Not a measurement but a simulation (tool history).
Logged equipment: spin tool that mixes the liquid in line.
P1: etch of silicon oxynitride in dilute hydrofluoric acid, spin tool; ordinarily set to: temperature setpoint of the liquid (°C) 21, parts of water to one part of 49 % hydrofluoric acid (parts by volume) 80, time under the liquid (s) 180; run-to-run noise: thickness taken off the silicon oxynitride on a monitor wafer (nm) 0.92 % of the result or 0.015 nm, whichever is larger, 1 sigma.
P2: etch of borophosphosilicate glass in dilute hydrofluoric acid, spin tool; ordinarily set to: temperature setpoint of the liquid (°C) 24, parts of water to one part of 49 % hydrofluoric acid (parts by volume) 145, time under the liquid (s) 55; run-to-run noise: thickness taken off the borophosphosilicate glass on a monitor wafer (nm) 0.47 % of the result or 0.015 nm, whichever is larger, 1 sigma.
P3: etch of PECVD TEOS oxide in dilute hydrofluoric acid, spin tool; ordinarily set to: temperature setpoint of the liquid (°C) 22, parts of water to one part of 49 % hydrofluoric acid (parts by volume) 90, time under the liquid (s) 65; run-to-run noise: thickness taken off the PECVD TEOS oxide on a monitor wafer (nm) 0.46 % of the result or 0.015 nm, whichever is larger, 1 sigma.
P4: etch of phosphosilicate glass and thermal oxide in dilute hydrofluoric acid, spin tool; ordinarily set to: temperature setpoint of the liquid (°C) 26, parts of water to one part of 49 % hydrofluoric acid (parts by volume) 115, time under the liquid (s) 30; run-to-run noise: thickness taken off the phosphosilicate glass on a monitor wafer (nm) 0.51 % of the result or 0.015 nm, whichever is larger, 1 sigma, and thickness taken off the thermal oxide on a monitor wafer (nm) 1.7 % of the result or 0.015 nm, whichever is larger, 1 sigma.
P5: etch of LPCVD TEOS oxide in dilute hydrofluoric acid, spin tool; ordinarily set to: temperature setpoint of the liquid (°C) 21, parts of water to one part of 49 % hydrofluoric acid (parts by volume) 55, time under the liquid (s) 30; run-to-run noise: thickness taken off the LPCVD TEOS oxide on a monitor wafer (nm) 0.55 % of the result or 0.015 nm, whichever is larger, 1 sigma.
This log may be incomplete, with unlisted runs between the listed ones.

| run | day | process that ran | temperature setpoint of the liquid (°C) | parts of water to one part of 49 % hydrofluoric acid (parts by volume) | time under the liquid (s) | thickness taken off the silicon oxynitride on a monitor wafer (nm) | thickness taken off the PECVD TEOS oxide on a monitor wafer (nm) | thickness taken off the LPCVD TEOS oxide on a monitor wafer (nm) | thickness taken off the borophosphosilicate glass on a monitor wafer (nm) | thickness taken off the phosphosilicate glass on a monitor wafer (nm) | thickness taken off the thermal oxide on a monitor wafer (nm) |
|---|---|---|---|---|---|---|---|---|---|---|---|
| 1 | 0.146 | P1 | 21 | 80 | 180 | 3.0145 |  |  |  |  |  |
| 2 | 0.396 | P1 | 21 | 80 | 180 | 2.9143 |  |  |  |  |  |
| 3 | 0.621 | P3 | 22 | 90 | 65 |  | 10.006 |  |  |  |  |
| 4 | 0.9 | P5 | 21 | 55 | 30 |  |  | 25.805 |  |  |  |
| 5 | 1.071 | P3 | 22 | 20 | 65 |  | 48.99 |  |  |  |  |
| 6 | 1.321 | P1 | 21 | 80 | 180 | 2.985 |  |  |  |  |  |
| 7 | 1.588 | P5 | 21 | 55 | 30 |  |  | 25.319 |  |  |  |
| 8 | 1.746 | P1 | 21 | 80 | 180 | 2.9789 |  |  |  |  |  |
| 9 | 1.925 | P1 | 21 | 145 | 180 | 1.5473 |  |  |  |  |  |
| 10 | 2.208 | P1 | 17 | 35 | 180 | 5.7856 |  |  |  |  |  |
| 11 | 2.367 | P1 | 17 | 80 | 180 | 2.4616 |  |  |  |  |  |
| 12 | 2.562 | P5 | 21 | 30 | 30 |  |  | 47.865 |  |  |  |
| 13 | 2.758 | P2 | 24 | 240 | 55 |  |  |  | 14.328 |  |  |
| 14 | 3.038 | P1 | 21 | 80 | 65 | 1.0734 |  |  |  |  |  |
| 15 | 3.225 | P2 | 24 | 145 | 110 |  |  |  | 53.175 |  |  |
| 16 | 3.458 | P1 | 21 | 25 | 180 | 9.8822 |  |  |  |  |  |
| 17 | 3.662 | P4 | 26 | 115 | 30 |  |  |  |  | 53.848 | 1.3672 |
| 18 | 3.812 | P1 | 21 | 80 | 180 | 2.9463 |  |  |  |  |  |
| 19 | 4.079 | P1 | 21 | 80 | 180 | 2.9923 |  |  |  |  |  |
| 20 | 4.296 | P1 | 25.5 | 80 | 180 | 3.7184 |  |  |  |  |  |
| 21 | 4.617 | P4 | 18.5 | 115 | 30 |  |  |  |  | 39.633 | 0.99667 |
| 22 | 4.904 | P2 | 24 | 145 | 55 |  |  |  | 26.792 |  |  |
| 23 | 5.158 | P1 | 21 | 80 | 315 | 5.119 |  |  |  |  |  |
| 24 | 5.404 | P5 | 17 | 55 | 30 |  |  | 21.285 |  |  |  |
| 25 | 5.658 | P3 | 22 | 90 | 105 |  | 16.208 |  |  |  |  |
| 26 | 5.992 | P2 | 30 | 145 | 55 |  |  |  | 33.31 |  |  |
| 27 | 6.288 | P5 | 21 | 55 | 15 |  |  | 12.584 |  |  |  |
| 28 | 6.558 | P4 | 26 | 115 | 15 |  |  |  |  | 26.861 | 0.67131 |

What will run 29 give?
| 29 | 6.733 | P4 | 26 | 20 | 30 |  |  |  |  | ? | ? |

Logged for run 29: thickness taken off the phosphosilicate glass on a monitor wafer (nm) 348.27, thickness taken off the thermal oxide on a monitor wafer (nm) 8.72.

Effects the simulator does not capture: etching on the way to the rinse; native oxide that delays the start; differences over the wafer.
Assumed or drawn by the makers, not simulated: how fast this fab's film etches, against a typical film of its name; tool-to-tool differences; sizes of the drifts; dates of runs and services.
